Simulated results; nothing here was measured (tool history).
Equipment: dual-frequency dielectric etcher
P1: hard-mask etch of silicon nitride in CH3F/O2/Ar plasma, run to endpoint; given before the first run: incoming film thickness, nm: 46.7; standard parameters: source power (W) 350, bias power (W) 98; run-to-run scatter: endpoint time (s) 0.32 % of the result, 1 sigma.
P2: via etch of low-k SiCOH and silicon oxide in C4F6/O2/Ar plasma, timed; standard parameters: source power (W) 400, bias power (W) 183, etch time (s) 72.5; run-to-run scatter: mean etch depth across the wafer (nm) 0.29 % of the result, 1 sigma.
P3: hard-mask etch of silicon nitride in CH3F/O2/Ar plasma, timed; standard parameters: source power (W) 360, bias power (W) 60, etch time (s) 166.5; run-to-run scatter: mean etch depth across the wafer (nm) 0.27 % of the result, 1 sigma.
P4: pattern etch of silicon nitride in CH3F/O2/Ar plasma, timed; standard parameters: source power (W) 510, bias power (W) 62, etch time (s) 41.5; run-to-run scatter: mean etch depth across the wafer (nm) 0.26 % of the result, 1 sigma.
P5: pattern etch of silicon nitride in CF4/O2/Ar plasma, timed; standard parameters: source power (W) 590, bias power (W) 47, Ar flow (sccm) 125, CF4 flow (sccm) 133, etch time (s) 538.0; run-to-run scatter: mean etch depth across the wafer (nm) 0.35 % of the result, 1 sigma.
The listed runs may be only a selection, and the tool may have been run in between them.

run	hour	process that ran	source power (W)	bias power (W)	etch time (s)	Ar flow (sccm)	CF4 flow (sccm)	hours since the last wet clean	hours since the last source power generator calibration	hours since the last bias power generator calibration	endpoint time (s)	mean etch depth across the wafer (nm)
1	3.7	P1	350	98				124.8	1173.8	1446.0	64.100	
2	9.2	P1	350	98				130.3	1179.3	1451.5	64.215	
3	15.8	P2	400	223	72.5			136.9	1185.9	1458.1		204.060
4	22.5	P1	480	62				143.6	1192.6	1464.8	66.289	
5	29.1	P5	590	47	538.0	95	133	150.2	1199.2	1471.4		1168.600
6	32.4	P4	510	62	23.0			153.5	1202.5	1474.7		16.182
7	37.5	P5	590	47	538.0	125	133	158.6	1207.6	1479.8		1134.300
8	41.7	P2	400	183	72.5			162.8	1211.8	1484.0		192.880
# hour 43.4: source power generator calibrated
9	48.0	P5	470	47	538.0	125	133	169.1	4.6	1490.3		925.000
10	52.3	P3	360	40	166.5			173.4	8.9	1494.6		90.278
11	58.1	P1	350	126				179.2	14.7	1500.4	58.488	
12	62.1	P1	420	98				183.2	18.7	1504.4	59.998	
13	67.9	P3	360	60	166.5			189.0	24.5	1510.2		102.340
14	72.5	P5	590	47	538.0	125	161	193.6	29.1	1514.8		1159.200
15	78.7	P3	360	60	221.0			199.8	35.3	1521.0		135.310
16	83.9	P3	500	60	166.5			205.0	40.5	1526.2		116.330
17	87.6	P1	270	98				208.7	44.2	1529.9	69.928	
18	91.3	P5	590	57	538.0	125	133	212.4	47.9	1533.6		1213.900
19	96.7	P4	310	62	41.5			217.8	53.3	1539.0		24.144
20	101.5	P4	510	84	41.5			222.6	58.1	1543.8		32.335
21	106.8	P1	350	98				227.9	63.4	1549.1	64.146	
22	112.4	P5	590	47	538.0	125	133	233.5	69.0	1554.7		1119.100

Forecast run 23:
23	116.9	P1	350	66				238.0	73.5	1559.2	?	

{"run 23": {"endpoint time (s)": 74.002}}

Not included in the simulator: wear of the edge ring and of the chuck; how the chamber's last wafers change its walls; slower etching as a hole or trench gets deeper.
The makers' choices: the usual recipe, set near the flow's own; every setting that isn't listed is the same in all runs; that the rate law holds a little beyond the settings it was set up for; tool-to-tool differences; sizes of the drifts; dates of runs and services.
